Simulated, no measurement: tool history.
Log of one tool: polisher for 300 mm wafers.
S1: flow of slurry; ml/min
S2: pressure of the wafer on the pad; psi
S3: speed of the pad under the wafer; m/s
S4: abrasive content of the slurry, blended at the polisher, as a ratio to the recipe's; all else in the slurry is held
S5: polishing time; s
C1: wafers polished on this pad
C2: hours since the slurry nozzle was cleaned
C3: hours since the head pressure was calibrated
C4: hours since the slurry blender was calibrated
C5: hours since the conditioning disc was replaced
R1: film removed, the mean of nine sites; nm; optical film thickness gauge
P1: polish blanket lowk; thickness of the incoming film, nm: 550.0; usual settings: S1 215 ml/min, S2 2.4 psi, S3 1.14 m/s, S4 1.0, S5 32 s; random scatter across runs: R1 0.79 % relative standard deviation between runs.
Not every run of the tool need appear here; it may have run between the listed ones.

run   hour   S1   S2    S3   S4  S5    C1     C2     C3     C4     C5       R1
  1    7.1  215  2.4  1.14  1.0  32   315  371.0  235.9   75.2  225.9  17.6110
  2   13.1  215  2.4  1.14  1.0  32   366  377.0  241.9   81.2  231.9  17.6630
  3   19.4  215  2.4  1.70  0.8  32   420  383.3  248.2   87.5  238.2  21.7360
  4   23.7  295  2.4  1.14  1.0  32   457  387.6  252.5   91.8  242.5  18.2750
      27.8  -- conditioning disc replaced and pad reconditioned
  5   30.3  215  3.2  1.14  1.0  32   514  394.2  259.1   98.4    2.5  23.3710
  6   35.2  215  2.4  1.14  1.0  17   556  399.1  264.0  103.3    7.4   9.3223
  7   40.8  215  1.4  1.14  1.0  32   605  404.7  269.6  108.9   13.0  10.3590
  8   46.9  215  2.4  0.52  1.0  32   657  410.8  275.7  115.0   19.1   9.5202
  9   50.1  215  2.4  1.68  1.0  32   685  414.0  278.9  118.2   22.3  24.4080
      50.2  -- slurry nozzle cleaned
 10   56.1  215  2.4  1.14  0.6  32   736    6.0  284.9  124.2   28.3  13.6770
 11   60.8  145  2.4  1.14  1.0  32   777   10.7  289.6  128.9   33.0  16.7850
 12   66.3  215  2.4  1.14  1.3  32   824   16.2  295.1  134.4   38.5  19.7620
 13   69.9  215  2.4  1.14  1.0  32   855   19.8  298.7  138.0   42.1  17.9120
 14   74.4  215  2.4  1.14  1.0  32   894   24.3  303.2  142.5   46.6  17.6940
 15   80.2  215  2.4  1.14  1.0  32   944   30.1  309.0  148.3   52.4  17.6320
 16   85.3  215  2.4  1.14  1.0  49   987   35.2  314.1  153.4   57.5  27.5990
 17   91.0  215  2.4  1.14  1.0  32  1036   40.9  319.8  159.1   63.2  17.8460
 18   97.9  215  2.4  1.14  1.0  32  1096   47.8  326.7  166.0   70.1  16.9010
 19  101.2  215  2.4  1.14  1.0  32  1124   51.1  330.0  169.3   73.4  16.6980
 20  106.3  215  2.4  1.14  1.0  32  1168   56.2  335.1  174.4   78.5  16.2230
 21  110.8  215  2.4  1.14  1.0  32  1207   60.7  339.6  178.9   83.0  16.0910
     111.4  -- conditioning disc replaced and pad reconditioned
 22  115.4  215  2.4  1.14  1.0  32  1246   65.3  344.2  183.5    4.1  15.6200
 23  118.9  215  2.4  1.14  1.0  32  1276   68.8  347.7  187.0    7.6  15.8380
 24  122.5  215  2.4  1.14  1.0  32  1307   72.4  351.3  190.6   11.2  15.7880
     124.6  -- slurry nozzle cleaned
     127.5  -- head pressure recalibrated
 25  129.4  215  2.4  1.14  1.0  32  1367    4.8    1.9  197.5   18.1  15.7110
 26  134.6  215  2.4  1.14  1.0  32  1412   10.0    7.1  202.7   23.3  15.2960
 27  140.4  215  2.4  1.14  1.0  32  1461   15.8   12.9  208.5   29.1  15.1970
 28  147.2  215  2.4  1.14  1.0  32  1520   22.6   19.7  215.3   35.9  15.2480

Something has made what P1 gives creep away from where it was; the 2 causes below, each at its own stated size, fit the log equally well:
A: abrasive missing from the slurry, % = 24.6
B: removal rate lost through wear of the pad, % = 12.9
The gradual shift began around hour 91.0.
Why every other cause is out:
slurry flow missing at the pad, %: serviced at hour 124.6, after the drift had started, without restoring the earlier output
head's pressure below its setpoint, %: serviced at hour 127.5, after the drift had started, without restoring the earlier output
time polished since the conditioner stopped cutting, s: serviced at hour 111.4, after the drift had started, without restoring the earlier output

Consider the 4 check runs below, whose results appear as question marks and each of which averages 5 wafers. Which one distinguishes the causes, in that each cause would give it a clearly different result?
check 1  154.0  170  2.4  1.14  1.0  32                       ?
check 2  154.0  215  2.4  0.54  1.0  41                       ?
check 3  154.0  270  2.4  1.58  1.0  32                       ?
check 4  154.0  275  2.4  1.14  0.7  32                       ?

If the cause were each of the candidates in turn, the checks would give the following:
  check  result     if A     if B
check 1      R1  14.9490  14.9510
check 2      R1  10.8810  10.8830
check 3      R1  20.5580  20.5620
check 4      R1  12.9490  13.2780
Distance between the nearest two causes, measured in the result of the check that separates them most: check 1 0.02 %; check 2 0.02 %; check 3 0.02 %; check 4 2.51 %
The causes can be told apart only by check 4. The other checks would give nearly the same results under each of them.

The results of check 4 are: R1 13.3130 nm. Based on these, which of the listed causes is it?

Of the candidate causes, it is B: removal rate lost through wear of the pad, %.

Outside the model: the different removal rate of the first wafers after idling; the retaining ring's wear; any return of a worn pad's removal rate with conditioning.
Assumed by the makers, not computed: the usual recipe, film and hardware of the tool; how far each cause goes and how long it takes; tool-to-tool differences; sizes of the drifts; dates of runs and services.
